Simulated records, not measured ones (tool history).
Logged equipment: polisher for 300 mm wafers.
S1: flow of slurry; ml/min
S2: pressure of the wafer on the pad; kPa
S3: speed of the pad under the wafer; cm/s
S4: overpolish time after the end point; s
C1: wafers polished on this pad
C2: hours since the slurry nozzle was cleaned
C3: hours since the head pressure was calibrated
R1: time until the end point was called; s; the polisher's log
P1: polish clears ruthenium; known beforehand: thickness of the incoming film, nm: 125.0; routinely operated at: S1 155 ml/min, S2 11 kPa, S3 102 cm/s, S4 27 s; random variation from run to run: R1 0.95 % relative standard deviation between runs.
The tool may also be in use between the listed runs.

Run 1, day 0.308: S1 155 ml/min, S2 11 kPa, S3 102 cm/s, S4 27 s; C1 672; C2 72.5; C3 69.3. Result: R1 147.11 s.
Run 2, day 0.621: S1 155 ml/min, S2 11 kPa, S3 102 cm/s, S4 45 s; C1 746; C2 80; C3 76.8. Result: R1 144.26 s.
Run 3, day 0.921: S1 155 ml/min, S2 11 kPa, S3 102 cm/s, S4 27 s; C1 817; C2 87.2; C3 84. Result: R1 145.73 s.
Run 4, day 1.208: S1 155 ml/min, S2 4.8 kPa, S3 128 cm/s, S4 27 s; C1 885; C2 94.1; C3 90.9. Result: R1 261.25 s.
Run 5, day 1.579: S1 195 ml/min, S2 11 kPa, S3 102 cm/s, S4 27 s; C1 973; C2 103; C3 99.8. Result: R1 140.72 s.
Run 6, day 1.758: S1 155 ml/min, S2 11 kPa, S3 102 cm/s, S4 8 s; C1 1015; C2 107.3; C3 104.1. Result: R1 146.67 s.
Run 7, day 2.125: S1 95 ml/min, S2 11 kPa, S3 102 cm/s, S4 27 s; C1 1102; C2 116.1; C3 112.9. Result: R1 159.53 s.
Run 8, day 2.308: S1 155 ml/min, S2 4.8 kPa, S3 102 cm/s, S4 27 s; C1 1146; C2 120.5; C3 117.3. Result: R1 334.67 s.
Run 9, day 2.679: S1 155 ml/min, S2 4.8 kPa, S3 102 cm/s, S4 47 s; C1 1234; C2 129.4; C3 126.2. Result: R1 340.35 s.
Run 10, day 2.95: S1 155 ml/min, S2 11 kPa, S3 102 cm/s, S4 27 s; C1 1298; C2 135.9; C3 132.7. Result: R1 145.15 s.
Run 11, day 3.325: S1 155 ml/min, S2 11 kPa, S3 102 cm/s, S4 27 s; C1 1387; C2 144.9; C3 141.7. Result: R1 147.07 s.
At day 3.621: slurry nozzle cleaned.
Run 12, day 3.679: S1 155 ml/min, S2 11 kPa, S3 102 cm/s, S4 27 s; C1 1471; C2 1.4; C3 150.2. Result: R1 146.14 s.
Run 13, day 3.904: S1 155 ml/min, S2 15.2 kPa, S3 102 cm/s, S4 27 s; C1 1524; C2 6.8; C3 155.6. Result: R1 106.15 s.
Run 14, day 4.108: S1 155 ml/min, S2 11 kPa, S3 50 cm/s, S4 27 s; C1 1572; C2 11.7; C3 160.5. Result: R1 302.6 s.
Run 15, day 4.354: S1 155 ml/min, S2 11 kPa, S3 156 cm/s, S4 27 s; C1 1631; C2 17.6; C3 166.4. Result: R1 96.876 s.
Run 16, day 4.604: S1 155 ml/min, S2 11 kPa, S3 102 cm/s, S4 27 s; C1 1690; C2 23.6; C3 172.4. Result: R1 145.56 s.
Run 17, day 4.875: S1 155 ml/min, S2 11 kPa, S3 102 cm/s, S4 27 s; C1 1754; C2 30.1; C3 178.9. Result: R1 152.29 s.
Run 18, day 5.212: S1 155 ml/min, S2 11 kPa, S3 102 cm/s, S4 27 s; C1 1834; C2 38.2; C3 187. Result: R1 153.65 s.
Run 19, day 5.554: S1 155 ml/min, S2 11 kPa, S3 102 cm/s, S4 27 s; C1 1915; C2 46.4; C3 195.2. Result: R1 159.48 s.
Run 20, day 5.725: S1 155 ml/min, S2 11 kPa, S3 102 cm/s, S4 27 s; C1 1956; C2 50.5; C3 199.3. Result: R1 160.99 s.
At day 6.104: head pressure recalibrated.
Run 21, day 6.125: S1 155 ml/min, S2 11 kPa, S3 102 cm/s, S4 27 s; C1 2050; C2 60.1; C3 0.6. Result: R1 162.8 s.
Run 22, day 6.4: S1 155 ml/min, S2 11 kPa, S3 102 cm/s, S4 27 s; C1 2116; C2 66.7; C3 7.2. Result: R1 161.87 s.
Run 23, day 6.621: S1 155 ml/min, S2 11 kPa, S3 102 cm/s, S4 27 s; C1 2168; C2 72; C3 12.5. Result: R1 161.32 s.
Run 24, day 6.971: S1 155 ml/min, S2 11 kPa, S3 102 cm/s, S4 27 s; C1 2251; C2 80.4; C3 20.9. Result: R1 161.56 s.

What P1 gives has crept away from where it was. These 2 causes fit the log equally well, each at the size given:
A: removal rate lost through wear of the pad, % = 9.64
B: slurry flow missing at the pad, % = 38.4
The creep began at about day 4.604.
Other possible causes, and why each is ruled out:
head's pressure below its setpoint, %: serviced at day 6.104, after the change had begun; the process did not return to its earlier output

Each of the check runs listed below is run on 2 wafers and reports their average, with the results left as question marks. Pick the one under which the possible causes would lead to clearly different results.
Run check 1, day 7.321: S1 95 ml/min, S2 11 kPa, S3 56 cm/s, S4 27 s. Result: R1 ?.
Run check 2, day 7.321: S1 155 ml/min, S2 6.9 kPa, S3 102 cm/s, S4 27 s. Result: R1 ?.
Run check 3, day 7.321: S1 155 ml/min, S2 11 kPa, S3 102 cm/s, S4 9 s. Result: R1 ?.
Run check 4, day 7.321: S1 155 ml/min, S2 14.5 kPa, S3 154 cm/s, S4 27 s. Result: R1 ?.

What every check run would give for each of its results, assuming each possible cause in turn:
  check  result    if A    if B
check 1      R1  327.07  345.12
check 2      R1  259.32  259.28
check 3      R1  162.08  162.05
check 4      R1  81.791  81.776
Per-check spread between the two closest causes, in the result where they differ most: check 1 5.37 %; check 2 0.02 %; check 3 0.02 %; check 4 0.02 %
Of the check runs offered, only check 1 discriminates between the causes; the rest would read about the same regardless of which cause applies.

With check 1 done, the readings were: R1 324.52 s. Identify which of the listed causes applies.

The correct cause is A, namely: removal rate lost through wear of the pad, %.
